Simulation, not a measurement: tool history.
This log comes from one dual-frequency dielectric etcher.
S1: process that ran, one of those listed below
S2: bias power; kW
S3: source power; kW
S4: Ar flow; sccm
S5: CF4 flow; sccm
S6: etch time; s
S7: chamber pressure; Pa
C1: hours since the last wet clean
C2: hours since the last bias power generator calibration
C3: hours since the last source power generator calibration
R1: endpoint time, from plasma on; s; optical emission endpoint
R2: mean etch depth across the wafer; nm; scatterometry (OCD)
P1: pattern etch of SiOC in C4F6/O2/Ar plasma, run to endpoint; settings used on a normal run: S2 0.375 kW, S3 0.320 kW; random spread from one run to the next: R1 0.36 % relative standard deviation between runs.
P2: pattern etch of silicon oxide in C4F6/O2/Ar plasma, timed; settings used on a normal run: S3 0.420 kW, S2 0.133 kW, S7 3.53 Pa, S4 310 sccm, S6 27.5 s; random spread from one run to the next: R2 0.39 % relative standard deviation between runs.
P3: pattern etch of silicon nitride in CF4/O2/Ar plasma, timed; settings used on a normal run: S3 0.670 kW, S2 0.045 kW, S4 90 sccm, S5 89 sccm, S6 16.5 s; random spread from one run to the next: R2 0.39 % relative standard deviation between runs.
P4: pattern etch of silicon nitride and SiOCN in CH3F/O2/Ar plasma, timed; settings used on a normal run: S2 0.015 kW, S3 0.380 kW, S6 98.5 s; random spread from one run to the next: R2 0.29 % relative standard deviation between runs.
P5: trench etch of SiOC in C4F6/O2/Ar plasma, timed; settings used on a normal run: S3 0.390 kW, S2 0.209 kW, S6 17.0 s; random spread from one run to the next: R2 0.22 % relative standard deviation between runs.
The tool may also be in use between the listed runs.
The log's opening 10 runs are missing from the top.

run   hour  S1     S2     S3   S4  S5    S6    S7     C1      C2     C3       R1        R2
 11  110.5  P1  0.375  0.430                       502.3  1595.5  540.4   9.6238
 12  122.2  P1  0.533  0.320                       514.0  1607.2  552.1   9.4190
 13  131.6  P4  0.015  0.380           98.5        523.4  1616.6  561.5            10.7950
 14  139.9  P2  0.133  0.420  310      27.5  3.53  531.7  1624.9  569.8            80.3270
 15  149.3  P1  0.375  0.320                       541.1  1634.3  579.2  10.7540
 16  162.4  P2  0.133  0.420  219      27.5  3.53  554.2  1647.4  592.3            83.3310
 17  176.4  P4  0.015  0.550           98.5        568.2  1661.4  606.3            12.2710
 18  189.2  P2  0.094  0.420  310      27.5  3.53  581.0  1674.2  619.1            72.9550
 19  198.4  P3  0.045  0.950   90  89  16.5        590.2  1683.4  628.3            53.1010
 20  206.2  P5  0.152  0.390           17.0        598.0  1691.2  636.1            32.8950
 21  220.7  P5  0.209  0.260           17.0        612.5  1705.7  650.6            31.0770
 22  231.4  P2  0.133  0.580  310      27.5  3.53  623.2  1716.4  661.3            91.5000
 23  241.7  P2  0.133  0.420  310      37.5  3.53  633.5  1726.7  671.6           109.4000
 24  248.8  P5  0.209  0.390           17.0        640.6  1733.8  678.7            36.2840
 25  260.7  P2  0.133  0.420  310      27.5  3.53  652.5  1745.7  690.6            80.0030

Estimate the outcome of run 26 from the log above:
 26  268.3  P4  0.021  0.380          98.5      660.1  1753.3  698.2       ?

{"run 26": {"R2": 12.388}}
